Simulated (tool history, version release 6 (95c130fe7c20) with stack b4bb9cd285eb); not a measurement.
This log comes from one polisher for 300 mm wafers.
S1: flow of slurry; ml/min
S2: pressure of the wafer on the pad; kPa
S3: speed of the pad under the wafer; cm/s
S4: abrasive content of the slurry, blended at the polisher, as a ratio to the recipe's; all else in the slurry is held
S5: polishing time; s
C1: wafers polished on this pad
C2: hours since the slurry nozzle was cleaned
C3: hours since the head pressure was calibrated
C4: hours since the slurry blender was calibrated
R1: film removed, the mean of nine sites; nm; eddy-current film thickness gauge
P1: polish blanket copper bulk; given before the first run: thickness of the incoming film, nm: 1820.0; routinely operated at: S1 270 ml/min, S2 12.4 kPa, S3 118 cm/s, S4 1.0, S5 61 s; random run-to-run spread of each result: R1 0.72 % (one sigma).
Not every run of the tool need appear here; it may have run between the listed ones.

run 1 hour=14.0 | S1=270 S2=12.4 S3=118 S4=1.0 S5=61 | C1=542 C2=224.7 C3=1065.0 C4=136.7 | R1=371.14
run 2 hour=25.5 | S1=270 S2=12.4 S3=118 S4=1.0 S5=61 | C1=646 C2=236.2 C3=1076.5 C4=148.2 | R1=362.38
run 3 hour=34.9 | S1=270 S2=18.6 S3=118 S4=1.0 S5=61 | C1=731 C2=245.6 C3=1085.9 C4=157.6 | R1=540.94
run 4 hour=51.0 | S1=395 S2=12.4 S3=118 S4=1.0 S5=61 | C1=877 C2=261.7 C3=1102.0 C4=173.7 | R1=381.06
run 5 hour=61.2 | S1=270 S2=12.4 S3=118 S4=1.0 S5=61 | C1=969 C2=271.9 C3=1112.2 C4=183.9 | R1=372.75
run 6 hour=71.1 | S1=270 S2=12.4 S3=118 S4=1.0 S5=61 | C1=1059 C2=281.8 C3=1122.1 C4=193.8 | R1=366.22
run 7 hour=80.0 | S1=270 S2=7.6 S3=118 S4=1.0 S5=61 | C1=1140 C2=290.7 C3=1131.0 C4=202.7 | R1=224.97
run 8 hour=93.8 | S1=270 S2=12.4 S3=70 S4=1.0 S5=28 | C1=1265 C2=304.5 C3=1144.8 C4=216.5 | R1=101.53
run 9 hour=104.6 | S1=270 S2=12.4 S3=118 S4=1.0 S5=61 | C1=1362 C2=315.3 C3=1155.6 C4=227.3 | R1=365.33
run 10 hour=118.1 | S1=270 S2=12.4 S3=118 S4=1.0 S5=77 | C1=1484 C2=328.8 C3=1169.1 C4=240.8 | R1=456.78
run 11 hour=128.8 | S1=270 S2=12.4 S3=54 S4=1.0 S5=61 | C1=1581 C2=339.5 C3=1179.8 C4=251.5 | R1=170.04
run 12 hour=144.0 | S1=270 S2=12.4 S3=118 S4=1.0 S5=61 | C1=1719 C2=354.7 C3=1195.0 C4=266.7 | R1=366.55
run 13 hour=157.2 | S1=270 S2=12.4 S3=118 S4=0.6 S5=61 | C1=1838 C2=367.9 C3=1208.2 C4=279.9 | R1=332.24
run 14 hour=169.8 | S1=270 S2=12.4 S3=118 S4=1.0 S5=34 | C1=1952 C2=380.5 C3=1220.8 C4=292.5 | R1=205.09
run 15 hour=182.7 | S1=270 S2=12.4 S3=162 S4=1.0 S5=61 | C1=2069 C2=393.4 C3=1233.7 C4=305.4 | R1=505.88
run 16 hour=191.6 | S1=345 S2=6.9 S3=118 S4=1.0 S5=61 | C1=2150 C2=402.3 C3=1242.6 C4=314.3 | R1=207.98
run 17 hour=207.9 | S1=270 S2=12.4 S3=118 S4=1.4 S5=61 | C1=2297 C2=418.6 C3=1258.9 C4=330.6 | R1=396.49
run 18 hour=217.2 | S1=160 S2=12.4 S3=118 S4=1.0 S5=61 | C1=2381 C2=427.9 C3=1268.2 C4=339.9 | R1=343.99
run 19 hour=231.6 | S1=270 S2=12.4 S3=118 S4=1.0 S5=61 | C1=2512 C2=442.3 C3=1282.6 C4=354.3 | R1=363.28
run 20 hour=247.0 | S1=270 S2=12.4 S3=118 S4=1.0 S5=61 | C1=2651 C2=457.7 C3=1298.0 C4=369.7 | R1=354.72
run 21 hour=263.7 | S1=270 S2=12.4 S3=118 S4=1.0 S5=61 | C1=2802 C2=474.4 C3=1314.7 C4=386.4 | R1=354.64
run 22 hour=279.6 | S1=270 S2=12.4 S3=118 S4=1.0 S5=61 | C1=2946 C2=490.3 C3=1330.6 C4=402.3 | R1=352.03
-- hour=287.6 head pressure recalibrated
run 23 hour=290.8 | S1=270 S2=12.4 S3=118 S4=1.0 S5=61 | C1=3048 C2=501.5 C3=3.2 C4=413.5 | R1=353.91
run 24 hour=305.9 | S1=270 S2=12.4 S3=118 S4=1.0 S5=61 | C1=3184 C2=516.6 C3=18.3 C4=428.6 | R1=352.23
-- hour=310.7 worn pad replaced by a new one
run 25 hour=315.4 | S1=270 S2=12.4 S3=118 S4=1.0 S5=61 | C1=42 C2=526.1 C3=27.8 C4=438.1 | R1=348.06
run 26 hour=329.5 | S1=270 S2=12.4 S3=118 S4=1.0 S5=61 | C1=170 C2=540.2 C3=41.9 C4=452.2 | R1=348.77
run 27 hour=347.5 | S1=270 S2=12.4 S3=118 S4=1.0 S5=61 | C1=333 C2=558.2 C3=59.9 C4=470.2 | R1=347.65

What P1 gives has crept off from where it sat before. The 2 causes that follow fit the log equally well, each at the size noted:
A: abrasive missing from the slurry, % = 25.1
B: slurry flow missing at the pad, % = 38.3
At approximately hour 231.6, the process output began to creep.
The rest of the possible causes, and what rules out each one:
removal rate lost through wear of the pad, %: serviced at hour 310.7, after the drift had started, without restoring the earlier output
head's pressure below its setpoint, %: serviced at hour 287.6, after the drift had started, without restoring the earlier output

4 check runs are offered, each on 2 wafers whose results are averaged, their results left as question marks. Which one tells the causes apart?
run check 1 hour=365.5 | S1=160 S2=9.7 S3=118 S4=1.0 S5=61 | R1=?
run check 2 hour=365.5 | S1=270 S2=17.9 S3=118 S4=1.3 S5=61 | R1=?
run check 3 hour=365.5 | S1=270 S2=15.2 S3=118 S4=1.0 S5=41 | R1=?
run check 4 hour=365.5 | S1=270 S2=12.4 S3=76 S4=0.8 S5=61 | R1=?

Predicted outcomes, by check and by cause:
check=check_1 result=R1 if_A=251.59 if_B=242.25
check=check_2 result=R1 if_A=528.10 if_B=529.13
check=check_3 result=R1 if_A=284.23 if_B=284.23
check=check_4 result=R1 if_A=212.93 if_B=212.58
Per check, the gap between the least separated pair of causes, taken in the result that splits them most: check 1 3.78 %; check 2 0.2 %; check 3 0 %; check 4 0.17 %
Check 1 tells the causes apart: in the others they would give nearly the same result.

Check 1 was then run and gave: R1 250.38 nm. Which cause is it?

The correct cause is A, namely: abrasive missing from the slurry, %.
